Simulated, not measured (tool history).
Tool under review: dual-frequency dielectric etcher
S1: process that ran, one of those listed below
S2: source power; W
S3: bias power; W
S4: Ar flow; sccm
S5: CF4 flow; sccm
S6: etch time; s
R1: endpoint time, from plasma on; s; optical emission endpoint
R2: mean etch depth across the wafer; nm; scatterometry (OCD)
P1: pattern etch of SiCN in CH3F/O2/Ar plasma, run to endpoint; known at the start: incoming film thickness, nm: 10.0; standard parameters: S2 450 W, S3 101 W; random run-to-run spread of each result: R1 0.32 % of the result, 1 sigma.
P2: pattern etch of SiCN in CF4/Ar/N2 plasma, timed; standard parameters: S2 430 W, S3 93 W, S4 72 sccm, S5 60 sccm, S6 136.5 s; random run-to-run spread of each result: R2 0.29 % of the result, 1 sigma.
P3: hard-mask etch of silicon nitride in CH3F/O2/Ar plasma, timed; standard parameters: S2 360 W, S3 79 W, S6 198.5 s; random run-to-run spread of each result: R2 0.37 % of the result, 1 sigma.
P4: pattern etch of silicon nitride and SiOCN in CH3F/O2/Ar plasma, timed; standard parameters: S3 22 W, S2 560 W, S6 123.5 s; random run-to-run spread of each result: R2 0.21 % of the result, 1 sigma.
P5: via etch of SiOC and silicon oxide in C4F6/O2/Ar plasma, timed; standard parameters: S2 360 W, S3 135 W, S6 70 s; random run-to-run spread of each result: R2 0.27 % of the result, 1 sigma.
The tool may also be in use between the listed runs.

run	hour	S1	S2	S3	S4	S5	S6	R1	R2
1	11	P1	450	101				22.922	
2	19.1	P1	320	101				25.927	
3	32.1	P2	430	115	72	60	136.5		139.31
4	50.2	P1	450	101				23.07	
5	64.4	P1	450	101				22.909	
6	80.2	P1	340	137				22.583	
7	89.7	P1	450	101				22.876	
8	100.1	P5	440	135			70		74.878
9	111.2	P3	360	79			198.5		140.02
10	126.3	P1	450	101				23	
11	143.4	P2	430	93	72	84	136.5		133.28
12	158.9	P2	590	93	72	60	136.5		168.87
13	173.1	P3	360	79			140.5		99.359
14	181.4	P4	780	22			123.5		21.25
15	191	P5	360	85			70		60.514
16	201.2	P1	450	101				23.005	
17	209.8	P2	430	93	72	60	199.5		188.29
18	220.3	P2	430	93	46	60	136.5		135.75
19	233.5	P5	360	135			70		69.198
20	248.3	P1	450	135				20.457	
21	257	P4	560	22			123.5		18.857
# hour 266.3: source power generator calibrated
22	274.4	P5	360	135			101		99.651
23	283.5	P3	360	94			198.5		148.06
24	293.9	P1	550	101				21.402	
25	304.9	P4	560	22			123.5		18.928
26	320.7	P4	560	22			152.5		23.316
27	331.9	P4	560	27			123.5		20.658
28	345.2	P3	280	79			198.5		126.13
29	362.4	P2	430	93	72	60	136.5		128.59
30	378.8	P1	450	75				25.535	
31	392.1	P5	360	135			70		69.115
32	406	P1	450	101				23.011	
33	421	P1	450	101				23.219	
34	439.3	P1	450	101				23.379	
35	456.4	P1	450	101				23.271	
# hour 465.8: wet clean of the chamber
36	467.5	P1	450	101				23.404	
37	475.6	P1	450	101				23.304	
38	487.1	P1	450	101				23.203	

Something has made what P1 gives creep away from where it was; the 2 causes below, each at its own stated size, fit the log equally well:
A: bias power that arrives under what is set, % = 4.61
B: source power that arrives under what is set, % = 4.66
Creep in the process output first set in at about hour 406.
Excluded causes, each with its reason:
chamber walls in a state that lowers the etch rate, %: serviced at hour 465.8, which brought nothing back

Below are 4 check runs, each on a single wafer, with their results shown as question marks. Which of them would tell the listed causes apart, meaning the causes would give clearly different results under it?
check 1	498.6	P3	360	79			198.5		?
check 2	498.6	P5	360	135			70		?
check 3	498.6	P2	430	93	72	60	136.5		?
check 4	498.6	P4	560	22			123.5		?

If the cause were each of the candidates in turn, the checks would give the following:
check	result	if A	if B
check 1	R2	137.48	137.3
check 2	R2	67.97	67.667
check 3	R2	126.17	123.06
check 4	R2	18.473	18.541
How far apart the two closest causes lie, in the result that separates them most: check 1 0.14 %; check 2 0.45 %; check 3 2.5 %; check 4 0.36 %
Check 3 tells the causes apart: in the others they would give nearly the same result.

The results of check 3 are: R2 123.01 nm. Based on these, which of the listed causes is it?

It was cause B: source power that arrives under what is set, %.

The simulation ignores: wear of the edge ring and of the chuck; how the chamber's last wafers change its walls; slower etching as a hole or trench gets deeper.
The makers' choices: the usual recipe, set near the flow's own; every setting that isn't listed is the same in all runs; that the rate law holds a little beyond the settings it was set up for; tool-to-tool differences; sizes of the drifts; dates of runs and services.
